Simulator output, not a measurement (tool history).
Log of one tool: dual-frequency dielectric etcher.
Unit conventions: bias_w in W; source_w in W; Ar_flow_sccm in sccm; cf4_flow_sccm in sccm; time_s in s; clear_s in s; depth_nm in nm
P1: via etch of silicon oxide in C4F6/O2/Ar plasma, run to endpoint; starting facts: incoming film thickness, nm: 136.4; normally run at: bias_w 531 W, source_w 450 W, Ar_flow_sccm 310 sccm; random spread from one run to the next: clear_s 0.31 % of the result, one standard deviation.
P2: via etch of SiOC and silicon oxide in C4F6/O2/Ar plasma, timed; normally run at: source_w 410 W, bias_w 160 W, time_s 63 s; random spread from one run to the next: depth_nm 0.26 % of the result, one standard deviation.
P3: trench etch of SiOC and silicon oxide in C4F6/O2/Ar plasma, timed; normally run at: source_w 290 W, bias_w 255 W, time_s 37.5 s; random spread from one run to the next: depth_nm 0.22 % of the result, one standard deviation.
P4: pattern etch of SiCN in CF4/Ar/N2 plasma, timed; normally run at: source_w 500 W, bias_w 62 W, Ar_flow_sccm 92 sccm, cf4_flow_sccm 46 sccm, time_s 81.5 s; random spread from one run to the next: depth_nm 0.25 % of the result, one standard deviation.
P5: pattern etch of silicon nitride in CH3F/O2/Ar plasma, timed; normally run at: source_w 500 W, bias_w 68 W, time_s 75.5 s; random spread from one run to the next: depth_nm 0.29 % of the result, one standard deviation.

run   hour  process  bias_w  source_w  Ar_flow_sccm  cf4_flow_sccm  time_s  hours since the last wet clean  hours since the last bias power generator calibration  hours since the last source power generator calibration  hours since the last Ar flow controller change  clear_s  depth_nm
  1    6.6       P1     531       450           310                                                  257.5                                                  656.6                                                   1468.5                                          1530.8   27.911
  2   14.9       P4      62       630            92             46    81.5                           265.8                                                  664.9                                                   1476.8                                          1539.1             83.439
  3   20.5       P4      62       500            92             46     117                           271.4                                                  670.5                                                   1482.4                                          1544.7             97.743
  4   27.2       P1     531       450           310                                                  278.1                                                  677.2                                                   1489.1                                          1551.4   27.791
  5   38.1       P3     255       290                                 37.5                             289                                                  688.1                                                     1500                                          1562.3             73.484
  6   49.3       P1     531       450           181                                                  300.2                                                  699.3                                                   1511.2                                          1573.5   26.014
  7   58.6       P5      68       500                                 55.5                           309.5                                                  708.6                                                   1520.5                                          1582.8             41.696
  8   66.1       P3     255       290                                   28                             317                                                  716.1                                                     1528                                          1590.3             55.214
  9   75.2       P1     433       450           229                                                  326.1                                                  725.2                                                   1537.1                                          1599.4   28.908
 10   83.6       P4      62       500            92             62    81.5                           334.5                                                  733.6                                                   1545.5                                          1607.8             71.475
 11   91.8       P2     160       410                                 46.5                           342.7                                                  741.8                                                   1553.7                                            1616             51.511
 12  103.6       P4      88       500            92             46    81.5                           354.5                                                  753.6                                                   1565.5                                          1627.8             77.312
     112.7  -- bias power generator calibrated
 13  115.5       P3     255       290                                 37.5                           366.4                                                    2.8                                                   1577.4                                          1639.7             73.706
 14  121.6       P1     531       450           310                                                  372.5                                                    8.9                                                   1583.5                                          1645.8   27.848
 15  133.6       P3     308       290                                 37.5                           384.5                                                   20.9                                                   1595.5                                          1657.8              78.64
 16  142.9       P5      86       500                                 75.5                           393.8                                                   30.2                                                   1604.8                                          1667.1              61.79
 17    153       P2     110       410                                   63                           403.9                                                   40.3                                                   1614.9                                          1677.2             62.608
 18  161.2       P1     531       560           310                                                  412.1                                                   48.5                                                   1623.1                                          1685.4   25.509
 19  171.4       P1     723       450           310                                                  422.3                                                   58.7                                                   1633.3                                          1695.6   24.781
 20  179.8       P1     399       450           310                                                  430.7                                                   67.1                                                   1641.7                                            1704   30.906
 21  188.4       P4      62       500            60             46    81.5                           439.3                                                   75.7                                                   1650.3                                          1712.6             72.885
 22  197.5       P1     531       450           310                                                  448.4                                                   84.8                                                   1659.4                                          1721.7   27.668
 23  206.5       P5      68       500                                 75.5                           457.4                                                   93.8                                                   1668.4                                          1730.7             56.842
 24  214.9       P1     531       450           420                                                  465.8                                                  102.2                                                   1676.8                                          1739.1   28.731
 25  224.9       P1     420       450           234                                                  475.8                                                  112.2                                                   1686.8                                          1749.1   29.342
 26  230.5       P1     531       320           310                                                  481.4                                                  117.8                                                   1692.4                                          1754.7   31.537
 27    237       P4      62       500            92             46    81.5                           487.9                                                  124.3                                                   1698.9                                          1761.2             68.244
 28  245.2       P1     531       450           310                                                  496.1                                                  132.5                                                   1707.1                                          1769.4   27.685
 29  252.2       P3     255       180                                 37.5                           503.1                                                  139.5                                                   1714.1                                          1776.4             61.608
 30    259       P2     160       260                                   63                           509.9                                                  146.3                                                   1720.9                                          1783.2              58.31
 31    269       P5      68       390                                 75.5                           519.9                                                  156.3                                                   1730.9                                          1793.2             51.778
 32  278.8       P1     531       450           310                                                  529.7                                                  166.1                                                   1740.7                                            1803   27.673
 33  285.2       P2     160       410                                   63                           536.1                                                  172.5                                                   1747.1                                          1809.4             69.901
 34  291.6       P1     531       450           310                                                  542.5                                                  178.9                                                   1753.5                                          1815.8   27.715
 35  298.3       P1     531       450           310                                                  549.2                                                  185.6                                                   1760.2                                          1822.5   27.846
 36  308.8       P1     531       450           310                                                  559.7                                                  196.1                                                   1770.7                                            1833   27.906
 37  318.7       P1     531       450           310                                                  569.6                                                    206                                                   1780.6                                          1842.9   28.257
     327.3  -- wet clean of the chamber
       328  -- Ar flow controller replaced
 38  329.2       P1     531       450           310                                                      2                                                  216.5                                                   1791.1                                             1.3   28.234
 39  336.4       P1     531       450           310                                                    9.2                                                  223.7                                                   1798.3                                             8.5   28.173
 40  342.4       P1     531       450           310                                                   15.2                                                  229.7                                                   1804.3                                            14.5   28.197
 41  348.4       P1     531       450           310                                                   21.2                                                  235.7                                                   1810.3                                            20.5   28.178

Something has made what P1 gives creep away from where it was; the 2 causes below, each at its own stated size, fit the log equally well:
A: bias power that arrives under what is set, % = 4.04
B: source power that arrives under what is set, % = 4.1
The creep began at about hour 291.6.
What rules out each remaining cause:
chamber walls in a state that lowers the etch rate, %: serviced after onset, at hour 327.3, with no recovery of the prior output
Ar flow that arrives over what is set, %: serviced after onset, at hour 328, with no recovery of the prior output

Each of the 4 check runs below uses one wafer; its results are left as question marks. Which run tells the causes apart?
check 1  354.4       P5      82       500                                 75.5                                                                                                                                                                                                                  ?
check 2  354.4       P2     121       260                                   63                                                                                                                                                                                                                  ?
check 3  354.4       P3     307       220                                 37.5                                                                                                                                                                                                                  ?
check 4  354.4       P4      62       620            92             46     109                                                                                                                                                                                                                  ?

How each check would come out, cause by cause:
  check    result    if A    if B
check 1  depth_nm  59.754  59.659
check 2  depth_nm  52.932  52.724
check 3  depth_nm  69.872  69.822
check 4  depth_nm  108.44  106.02
Gap, in per cent, between the two causes that each check separates least, read from the result that separates them most: check 1 0.16 %; check 2 0.39 %; check 3 0.07 %; check 4 2.25 %
The other checks would show nearly matching results whichever cause is true, so check 4 is the only one that separates the causes.

Running check 4 produced the following: depth_nm 106.07 nm. Which one of the listed causes fits?

Of the candidate causes, it is B: source power that arrives under what is set, %.
